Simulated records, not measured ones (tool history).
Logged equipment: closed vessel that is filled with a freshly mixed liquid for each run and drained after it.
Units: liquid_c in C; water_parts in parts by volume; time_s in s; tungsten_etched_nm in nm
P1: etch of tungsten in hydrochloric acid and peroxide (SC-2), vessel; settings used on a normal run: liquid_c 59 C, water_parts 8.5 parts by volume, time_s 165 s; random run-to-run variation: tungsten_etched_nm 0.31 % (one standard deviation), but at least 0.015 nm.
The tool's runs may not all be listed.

run   hour  liquid_c  water_parts  time_s  hours since the thermometer was replaced  hours since the chemicals flow meter was replaced  hours since the drum of peroxide was connected  tungsten_etched_nm
  1    7.9        59          8.5     165                                     468.8                                              805.3                                             342              45.338
  2   14.2        59          8.5     165                                     475.1                                              811.6                                           348.3              45.548
  3   22.3      66.5          8.5     285                                     483.2                                              819.7                                           356.4              124.81
  4   28.3        59            4     165                                     489.2                                              825.7                                           362.4              79.191
  5   35.1        59          8.5     165                                       496                                              832.5                                           369.2               45.25
  6     41        71          8.5      30                                     501.9                                              838.4                                           375.1              17.199
  7   48.5        59           13     280                                     509.4                                              845.9                                           382.6              53.766
  8   54.4        59          8.5     165                                     515.3                                              851.8                                           388.5              45.434
  9   63.3        59           15     165                                     524.2                                              860.7                                           397.4              28.109
 10   67.3      45.5          8.5     165                                     528.2                                              864.7                                           401.4              18.643
 11   75.8        59          8.5     165                                     536.7                                              873.2                                           409.9              45.468
 12   83.6        59          8.5      70                                     544.5                                                881                                           417.7              19.192
 13   90.8        59          8.5     165                                     551.7                                              888.2                                           424.9              45.476
      94.7  -- chemicals flow meter replaced
 14   98.8        59          8.5     165                                     559.7                                                4.1                                           432.9              45.224
 15  103.5        59          8.5     295                                     564.4                                                8.8                                           437.6              81.137
 16  112.4        72          8.5     165                                     573.3                                               17.7                                           446.5              99.158
 17  118.9        59          8.5     165                                     579.8                                               24.2                                             453              45.395
 18  125.9        59          8.5     165                                     586.8                                               31.2                                             460              44.091
 19    130        59          8.5     165                                     590.9                                               35.3                                           464.1              43.405
 20  137.1        59          8.5     165                                       598                                               42.4                                           471.2              42.665
 21  141.1        59          8.5     165                                       602                                               46.4                                           475.2              42.503
 22  147.8        59          8.5     165                                     608.7                                               53.1                                           481.9              42.301
 23  152.8        59          8.5     165                                     613.7                                               58.1                                           486.9              41.703
 24  161.7        59          8.5     165                                     622.6                                                 67                                           495.8              41.537
     163.3  -- new drum of peroxide connected
 25  169.9        59          8.5     165                                     630.8                                               75.2                                             6.7              41.572
 26  176.4        59          8.5     165                                     637.3                                               81.7                                            13.2              41.654
 27  180.5        59          8.5     165                                     641.4                                               85.8                                            17.3              41.473
 28  184.9        59          8.5     165                                     645.8                                               90.2                                            21.7              41.685

P1 no longer gives what it gave before; its output has crept away from where it was. The following 2 causes, each at its listed size, fit the log equally well:
A: liquid colder than its thermometer reads (K) = 1.41
B: chemicals flow below the setpoint (%) = 10.4
The creep began at about hour 118.9.
All other causes, with the reason each is excluded:
peroxide weaker than its label (%): serviced at hour 163.3, after the drift had started, without restoring the earlier output

Which of the check runs below tells the causes apart, meaning the causes would give it clearly different results? Each run uses 2 wafers whose results are averaged, and each result is shown as a question mark.
check 1  189.3      68.5          8.5     100                                                                                                                                                                ?
check 2  189.3      49.5         14.5     165                                                                                                                                                                ?
check 3  189.3        48            4     165                                                                                                                                                                ?
check 4  189.3      47.5           15     165                                                                                                                                                                ?

How each check would come out, cause by cause:
  check              result    if A    if B
check 1  tungsten_etched_nm  45.245  45.002
check 2  tungsten_etched_nm  14.161  14.127
check 3  tungsten_etched_nm  35.179   35.93
check 4  tungsten_etched_nm      12  11.981
Distance between the nearest two causes, measured in the result of the check that separates them most: check 1 0.54 %; check 2 0.24 %; check 3 2.11 %; check 4 0.16 %
Only check 3 tells the causes apart: in the others they would give nearly the same result.

After running check 3, the following was obtained: tungsten_etched_nm 35.955 nm. Which cause does this point to?

The correct cause is B, namely: chemicals flow below the setpoint (%).
